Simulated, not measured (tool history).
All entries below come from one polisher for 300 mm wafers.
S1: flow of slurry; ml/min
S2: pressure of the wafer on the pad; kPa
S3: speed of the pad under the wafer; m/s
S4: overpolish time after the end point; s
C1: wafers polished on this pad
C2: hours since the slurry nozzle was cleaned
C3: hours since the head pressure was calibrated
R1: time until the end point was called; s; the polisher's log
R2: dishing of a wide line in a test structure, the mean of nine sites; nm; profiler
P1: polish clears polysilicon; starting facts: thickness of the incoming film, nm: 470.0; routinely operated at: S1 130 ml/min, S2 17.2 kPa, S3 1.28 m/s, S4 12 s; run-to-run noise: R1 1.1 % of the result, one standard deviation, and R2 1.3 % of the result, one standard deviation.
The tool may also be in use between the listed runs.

run,hour,S1,S2,S3,S4,C1,C2,C3,R1,R2
1,14.9,130,17.2,1.28,12,952,281.5,261.2,27.387,62.134
2,26.1,130,17.2,1.28,18,1068,292.7,272.4,27.335,65.713
3,42.2,130,22.8,1.28,12,1234,308.8,288.5,20.868,64.385
4,55.9,130,17.2,1.28,12,1376,322.5,302.2,27.135,63.180
5,66.4,130,17.2,1.28,4,1485,333.0,312.7,27.622,41.869
6,80.3,180,17.2,1.28,22,1629,346.9,326.6,25.772,65.606
7,91.5,130,17.2,1.28,12,1745,358.1,337.8,27.541,62.001
8,109.6,130,12.4,1.28,12,1933,376.2,355.9,38.056,57.098
9,124.2,130,17.2,1.64,12,2084,390.8,370.5,21.765,64.710
10,137.5,130,17.2,0.72,12,2221,404.1,383.8,48.994,52.749
11,148.7,130,17.2,1.28,12,2338,415.3,395.0,26.935,63.817
12,157.1,205,17.2,1.28,12,2425,423.7,403.4,25.509,64.607
13,167.1,80,17.2,1.94,12,2528,433.7,413.4,20.594,65.172
14,176.7,80,17.2,1.28,12,2628,443.3,423.0,31.498,60.001
15,191.8,130,17.2,1.28,12,2784,458.4,438.1,27.619,62.039
16,202.0,130,17.2,1.28,12,2890,468.6,448.3,27.547,62.473
17,213.9,130,17.2,1.28,12,3013,480.5,460.2,28.980,62.184
18,222.9,130,17.2,1.28,12,3106,489.5,469.2,28.902,62.394
19,232.4,130,17.2,1.28,12,3204,499.0,478.7,29.179,61.291
20,248.4,130,17.2,1.28,12,3370,515.0,494.7,29.527,62.924
# hour 251.1: head pressure recalibrated
21,264.0,130,17.2,1.28,12,3532,530.6,13.0,29.604,61.143
22,276.7,130,17.2,1.28,12,3663,543.3,25.7,30.081,61.444

The output of P1 has drifted from where it used to be. Each of the 2 causes below, taken at the size shown beside it, accounts for the log equally well:
A: removal rate lost through wear of the pad, % = 8.42
B: slurry flow missing at the pad, % = 31.1
Creep in the process output first set in at about hour 202.0.
Each remaining cause and why it is not a fit:
head's pressure below its setpoint, %: work on it at hour 251.1, done after the drift set in, did not restore what the process gave before

You are offered 4 check runs, listed below with question marks in place of their results; each one averages 3 wafers. Which run separates the listed causes by giving clearly different results for each?
check 1,289.4,80,17.2,1.28,12,,,,?,?
check 2,289.4,130,22.1,1.28,12,,,,?,?
check 3,289.4,130,22.1,1.28,16,,,,?,?
check 4,289.4,130,20.7,1.64,12,,,,?,?

Check results expected under each cause:
check,result,if A,if B
check 1,R1,33.896,35.474
check 1,R2,60.186,59.521
check 2,R1,23.463,23.466
check 2,R2,64.033,64.032
check 3,R1,23.463,23.466
check 3,R2,65.398,65.398
check 4,R1,19.534,19.536
check 4,R2,65.036,65.035
Per check, the gap between the least separated pair of causes, taken in the result that splits them most: check 1 4.55 %; check 2 0.01 %; check 3 0.01 %; check 4 0.01 %
Check 1 is the one run that separates the causes; every other check would come out nearly the same whichever cause is at work.

Here is what check 1 returned: R1 34.321 s; R2 60.124 nm. Which cause is it?

The cause is A: removal rate lost through wear of the pad, %.

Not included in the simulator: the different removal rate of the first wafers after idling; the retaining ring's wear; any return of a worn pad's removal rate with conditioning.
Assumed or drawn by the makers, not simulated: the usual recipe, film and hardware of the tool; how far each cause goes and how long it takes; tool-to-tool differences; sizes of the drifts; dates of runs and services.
